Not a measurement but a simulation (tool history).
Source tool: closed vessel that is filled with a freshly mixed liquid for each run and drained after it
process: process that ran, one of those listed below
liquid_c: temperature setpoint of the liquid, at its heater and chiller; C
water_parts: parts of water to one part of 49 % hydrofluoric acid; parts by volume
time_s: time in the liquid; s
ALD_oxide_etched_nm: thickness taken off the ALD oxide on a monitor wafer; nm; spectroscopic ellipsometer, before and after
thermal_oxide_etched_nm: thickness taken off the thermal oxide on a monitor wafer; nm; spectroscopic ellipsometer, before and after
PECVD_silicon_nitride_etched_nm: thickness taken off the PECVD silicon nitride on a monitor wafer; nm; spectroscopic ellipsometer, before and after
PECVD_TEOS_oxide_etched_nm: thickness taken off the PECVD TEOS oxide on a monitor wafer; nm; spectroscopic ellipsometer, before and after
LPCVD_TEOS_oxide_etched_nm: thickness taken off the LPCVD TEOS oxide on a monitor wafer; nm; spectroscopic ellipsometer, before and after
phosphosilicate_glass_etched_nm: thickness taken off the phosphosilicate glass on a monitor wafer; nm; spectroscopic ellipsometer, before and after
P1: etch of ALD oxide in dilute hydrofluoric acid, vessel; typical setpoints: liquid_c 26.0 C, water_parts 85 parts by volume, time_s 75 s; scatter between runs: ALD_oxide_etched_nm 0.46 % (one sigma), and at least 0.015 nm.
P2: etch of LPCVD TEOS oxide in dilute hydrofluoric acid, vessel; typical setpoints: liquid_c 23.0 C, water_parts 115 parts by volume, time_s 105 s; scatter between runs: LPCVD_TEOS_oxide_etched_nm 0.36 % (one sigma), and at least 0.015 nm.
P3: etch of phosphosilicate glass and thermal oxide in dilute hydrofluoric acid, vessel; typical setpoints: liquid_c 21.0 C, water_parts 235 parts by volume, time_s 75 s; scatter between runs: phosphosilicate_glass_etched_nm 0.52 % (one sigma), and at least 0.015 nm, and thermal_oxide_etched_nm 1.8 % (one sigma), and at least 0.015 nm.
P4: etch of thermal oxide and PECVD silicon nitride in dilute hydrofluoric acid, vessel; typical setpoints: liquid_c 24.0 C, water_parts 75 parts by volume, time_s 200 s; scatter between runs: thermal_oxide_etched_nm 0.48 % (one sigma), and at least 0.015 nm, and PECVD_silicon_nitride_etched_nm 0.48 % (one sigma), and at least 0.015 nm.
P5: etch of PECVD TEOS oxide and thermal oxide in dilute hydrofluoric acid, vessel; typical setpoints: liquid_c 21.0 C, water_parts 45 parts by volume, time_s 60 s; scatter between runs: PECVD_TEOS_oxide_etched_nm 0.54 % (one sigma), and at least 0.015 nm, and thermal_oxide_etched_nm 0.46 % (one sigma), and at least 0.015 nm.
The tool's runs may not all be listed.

| run | hour | process | liquid_c | water_parts | time_s | ALD_oxide_etched_nm | thermal_oxide_etched_nm | PECVD_silicon_nitride_etched_nm | PECVD_TEOS_oxide_etched_nm | LPCVD_TEOS_oxide_etched_nm | phosphosilicate_glass_etched_nm |
|---|---|---|---|---|---|---|---|---|---|---|---|
| 1 | 2.7 | P1 | 26.0 | 85 | 75 | 10.3390 |  |  |  |  |  |
| 2 | 5.6 | P1 | 29.5 | 85 | 40 | 6.3242 |  |  |  |  |  |
| 3 | 8.2 | P4 | 24.0 | 75 | 90 |  | 5.69370 | 6.470 |  |  |  |
| 4 | 13.0 | P1 | 26.0 | 130 | 75 | 6.3714 |  |  |  |  |  |
| 5 | 17.6 | P5 | 21.0 | 45 | 60 |  | 6.00920 |  | 24.676 |  |  |
| 6 | 21.5 | P2 | 28.0 | 115 | 105 |  |  |  |  | 52.659 |  |
| 7 | 25.6 | P1 | 26.0 | 85 | 75 | 10.3870 |  |  |  |  |  |
| 8 | 27.8 | P4 | 24.0 | 75 | 200 |  | 12.68200 | 14.430 |  |  |  |
| 9 | 31.7 | P2 | 23.0 | 115 | 35 |  |  |  |  | 14.518 |  |
|  | 34.8 | thermometer replaced |
| 10 | 35.0 | P1 | 26.0 | 85 | 75 | 10.3150 |  |  |  |  |  |
| 11 | 38.8 | P3 | 21.0 | 235 | 75 |  | 1.15590 |  |  |  | 26.941 |
| 12 | 43.1 | P1 | 26.0 | 85 | 75 | 10.4660 |  |  |  |  |  |
| 13 | 46.9 | P3 | 21.0 | 330 | 75 |  | 0.75575 |  |  |  | 17.505 |
| 14 | 49.4 | P5 | 21.0 | 20 | 60 |  | 13.93200 |  | 56.898 |  |  |
| 15 | 53.7 | P1 | 31.0 | 85 | 75 | 12.5690 |  |  |  |  |  |
| 16 | 57.5 | P1 | 21.0 | 85 | 30 | 3.3734 |  |  |  |  |  |
| 17 | 60.4 | P4 | 24.0 | 20 | 200 |  | 51.26000 | 51.701 |  |  |  |
| 18 | 65.3 | P1 | 26.0 | 85 | 120 | 16.6640 |  |  |  |  |  |
| 19 | 69.7 | P5 | 21.0 | 45 | 30 |  | 3.00320 |  | 12.331 |  |  |
| 20 | 72.1 | P3 | 21.0 | 235 | 30 |  | 0.44057 |  |  |  | 10.838 |
| 21 | 74.6 | P2 | 23.0 | 190 | 105 |  |  |  |  | 24.089 |  |
| 22 | 78.1 | P1 | 19.0 | 85 | 75 | 7.7616 |  |  |  |  |  |
| 23 | 82.6 | P4 | 19.0 | 75 | 200 |  | 10.27000 | 10.230 |  |  |  |
| 24 | 85.4 | P5 | 21.0 | 45 | 60 |  | 6.01910 |  | 24.617 |  |  |
| 25 | 88.2 | P2 | 23.0 | 115 | 105 |  |  |  |  | 43.175 |  |

Forecast run 26:
| 26 | 91.3 | P1 | 26.0 | 85 | 75 | ? |  |  |  |  |  |

ALD_oxide_etched_nm: 10.3160 nm
